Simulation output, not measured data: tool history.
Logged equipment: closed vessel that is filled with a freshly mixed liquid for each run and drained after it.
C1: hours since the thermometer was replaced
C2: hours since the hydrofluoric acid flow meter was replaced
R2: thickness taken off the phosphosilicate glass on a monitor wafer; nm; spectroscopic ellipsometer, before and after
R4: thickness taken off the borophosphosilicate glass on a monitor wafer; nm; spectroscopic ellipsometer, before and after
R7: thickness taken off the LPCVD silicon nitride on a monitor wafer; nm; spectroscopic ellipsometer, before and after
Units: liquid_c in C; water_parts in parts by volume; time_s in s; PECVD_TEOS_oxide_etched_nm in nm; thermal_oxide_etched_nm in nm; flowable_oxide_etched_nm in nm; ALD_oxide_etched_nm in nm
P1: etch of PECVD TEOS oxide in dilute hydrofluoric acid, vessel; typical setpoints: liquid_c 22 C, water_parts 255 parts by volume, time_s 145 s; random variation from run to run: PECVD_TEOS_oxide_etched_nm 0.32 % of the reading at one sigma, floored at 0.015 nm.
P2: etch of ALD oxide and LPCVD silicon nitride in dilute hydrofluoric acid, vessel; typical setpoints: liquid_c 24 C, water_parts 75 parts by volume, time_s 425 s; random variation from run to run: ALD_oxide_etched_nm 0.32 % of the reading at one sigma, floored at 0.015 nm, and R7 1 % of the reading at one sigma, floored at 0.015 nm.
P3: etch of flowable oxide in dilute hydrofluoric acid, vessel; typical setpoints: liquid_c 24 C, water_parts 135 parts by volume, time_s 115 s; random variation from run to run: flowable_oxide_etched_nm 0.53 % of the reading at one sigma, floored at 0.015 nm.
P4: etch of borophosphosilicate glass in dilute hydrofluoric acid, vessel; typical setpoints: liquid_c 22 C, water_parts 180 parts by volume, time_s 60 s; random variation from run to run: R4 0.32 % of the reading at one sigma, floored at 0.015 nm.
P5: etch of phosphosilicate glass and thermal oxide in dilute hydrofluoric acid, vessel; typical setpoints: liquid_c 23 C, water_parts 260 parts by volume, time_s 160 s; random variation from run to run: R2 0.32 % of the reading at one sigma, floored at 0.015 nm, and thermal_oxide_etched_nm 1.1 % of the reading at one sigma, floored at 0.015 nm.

{"run": 1, "day": 0.258, "process": "P1", "liquid_c": 22, "water_parts": 255, "time_s": 145, "C1": 1502.2, "C2": 494, "PECVD_TEOS_oxide_etched_nm": 9.6215}
{"run": 2, "day": 0.421, "process": "P5", "liquid_c": 23, "water_parts": 260, "time_s": 300, "C1": 1506.1, "C2": 497.9, "R2": 80.849, "thermal_oxide_etched_nm": 4.3109}
{"run": 3, "day": 0.721, "process": "P1", "liquid_c": 28, "water_parts": 255, "time_s": 145, "C1": 1513.3, "C2": 505.1, "PECVD_TEOS_oxide_etched_nm": 11.878}
{"run": 4, "day": 0.871, "process": "P1", "liquid_c": 22, "water_parts": 75, "time_s": 205, "C1": 1516.9, "C2": 508.7, "PECVD_TEOS_oxide_etched_nm": 56.174}
{"run": 5, "day": 1.075, "process": "P1", "liquid_c": 22, "water_parts": 255, "time_s": 30, "C1": 1521.8, "C2": 513.6, "PECVD_TEOS_oxide_etched_nm": 2.0033}
{"run": 6, "day": 1.375, "process": "P4", "liquid_c": 22, "water_parts": 325, "time_s": 60, "C1": 1529, "C2": 520.8, "R4": 6.4325}
{"run": 7, "day": 1.608, "process": "P1", "liquid_c": 22, "water_parts": 255, "time_s": 145, "C1": 1534.6, "C2": 526.4, "PECVD_TEOS_oxide_etched_nm": 9.6191}
{"run": 8, "day": 1.758, "process": "P3", "liquid_c": 24, "water_parts": 135, "time_s": 115, "C1": 1538.2, "C2": 530, "flowable_oxide_etched_nm": 25.791}
{"run": 9, "day": 2.067, "process": "P1", "liquid_c": 22, "water_parts": 90, "time_s": 145, "C1": 1545.6, "C2": 537.4, "PECVD_TEOS_oxide_etched_nm": 32.521}
{"run": 10, "day": 2.25, "process": "P2", "liquid_c": 24, "water_parts": 75, "time_s": 425, "C1": 1550, "C2": 541.8, "ALD_oxide_etched_nm": 57.095, "R7": 2.5153}
{"run": 11, "day": 2.479, "process": "P1", "liquid_c": 17, "water_parts": 455, "time_s": 145, "C1": 1555.5, "C2": 547.3, "PECVD_TEOS_oxide_etched_nm": 3.7943}
{"run": 12, "day": 2.667, "process": "P4", "liquid_c": 22, "water_parts": 180, "time_s": 60, "C1": 1560, "C2": 551.8, "R4": 13.466}
{"run": 13, "day": 2.95, "process": "P2", "liquid_c": 24, "water_parts": 75, "time_s": 425, "C1": 1566.8, "C2": 558.6, "ALD_oxide_etched_nm": 57.41, "R7": 2.5963}
{"run": 14, "day": 3.1, "process": "P2", "liquid_c": 24, "water_parts": 135, "time_s": 425, "C1": 1570.4, "C2": 562.2, "ALD_oxide_etched_nm": 29.756, "R7": 1.4812}
{"run": 15, "day": 3.296, "process": "P5", "liquid_c": 19, "water_parts": 260, "time_s": 160, "C1": 1575.1, "C2": 566.9, "R2": 37.403, "thermal_oxide_etched_nm": 2.0196}
{"run": 16, "day": 3.496, "process": "P5", "liquid_c": 23, "water_parts": 95, "time_s": 160, "C1": 1579.9, "C2": 571.7, "R2": 142.19, "thermal_oxide_etched_nm": 7.7341}
{"run": 17, "day": 3.662, "process": "P1", "liquid_c": 22, "water_parts": 420, "time_s": 145, "C1": 1583.9, "C2": 575.7, "PECVD_TEOS_oxide_etched_nm": 4.9957}
{"run": 18, "day": 3.871, "process": "P1", "liquid_c": 27.5, "water_parts": 255, "time_s": 30, "C1": 1588.9, "C2": 580.7, "PECVD_TEOS_oxide_etched_nm": 2.4073}
{"run": 19, "day": 4.092, "process": "P1", "liquid_c": 22, "water_parts": 255, "time_s": 275, "C1": 1594.2, "C2": 586, "PECVD_TEOS_oxide_etched_nm": 18.107}
{"run": 20, "day": 4.346, "process": "P1", "liquid_c": 18, "water_parts": 255, "time_s": 145, "C1": 1600.3, "C2": 592.1, "PECVD_TEOS_oxide_etched_nm": 8.2872}
{"run": 21, "day": 4.579, "process": "P3", "liquid_c": 32, "water_parts": 135, "time_s": 115, "C1": 1605.9, "C2": 597.7, "flowable_oxide_etched_nm": 35.028}
{"run": 22, "day": 4.833, "process": "P1", "liquid_c": 22, "water_parts": 255, "time_s": 145, "C1": 1612, "C2": 603.8, "PECVD_TEOS_oxide_etched_nm": 9.5895}
{"run": 23, "day": 5.0, "process": "P4", "liquid_c": 22, "water_parts": 180, "time_s": 60, "C1": 1616, "C2": 607.8, "R4": 13.451}
{"run": 24, "day": 5.321, "process": "P3", "liquid_c": 24, "water_parts": 240, "time_s": 115, "C1": 1623.7, "C2": 615.5, "flowable_oxide_etched_nm": 12.976}
{"run": 25, "day": 5.496, "process": "P5", "liquid_c": 23, "water_parts": 260, "time_s": 160, "C1": 1627.9, "C2": 619.7, "R2": 43.388, "thermal_oxide_etched_nm": 2.3506}
{"run": 26, "day": 5.746, "process": "P1", "liquid_c": 22, "water_parts": 255, "time_s": 145, "C1": 1633.9, "C2": 625.7, "PECVD_TEOS_oxide_etched_nm": 9.5796}
{"run": 27, "day": 6.067, "process": "P2", "liquid_c": 24, "water_parts": 75, "time_s": 70, "C1": 1641.6, "C2": 633.4, "ALD_oxide_etched_nm": 9.4302, "R7": 0.44222}
{"run": 28, "day": 6.375, "process": "P4", "liquid_c": 30, "water_parts": 180, "time_s": 60, "C1": 1649, "C2": 640.8, "R4": 17.997}

Run 29 comes next. What will it give?
{"run": 29, "day": 6.525, "process": "P4", "liquid_c": 22, "water_parts": 180, "time_s": 115, "C1": 1652.6, "C2": 644.4, "R4": "?"}

R4: 25.77 nm

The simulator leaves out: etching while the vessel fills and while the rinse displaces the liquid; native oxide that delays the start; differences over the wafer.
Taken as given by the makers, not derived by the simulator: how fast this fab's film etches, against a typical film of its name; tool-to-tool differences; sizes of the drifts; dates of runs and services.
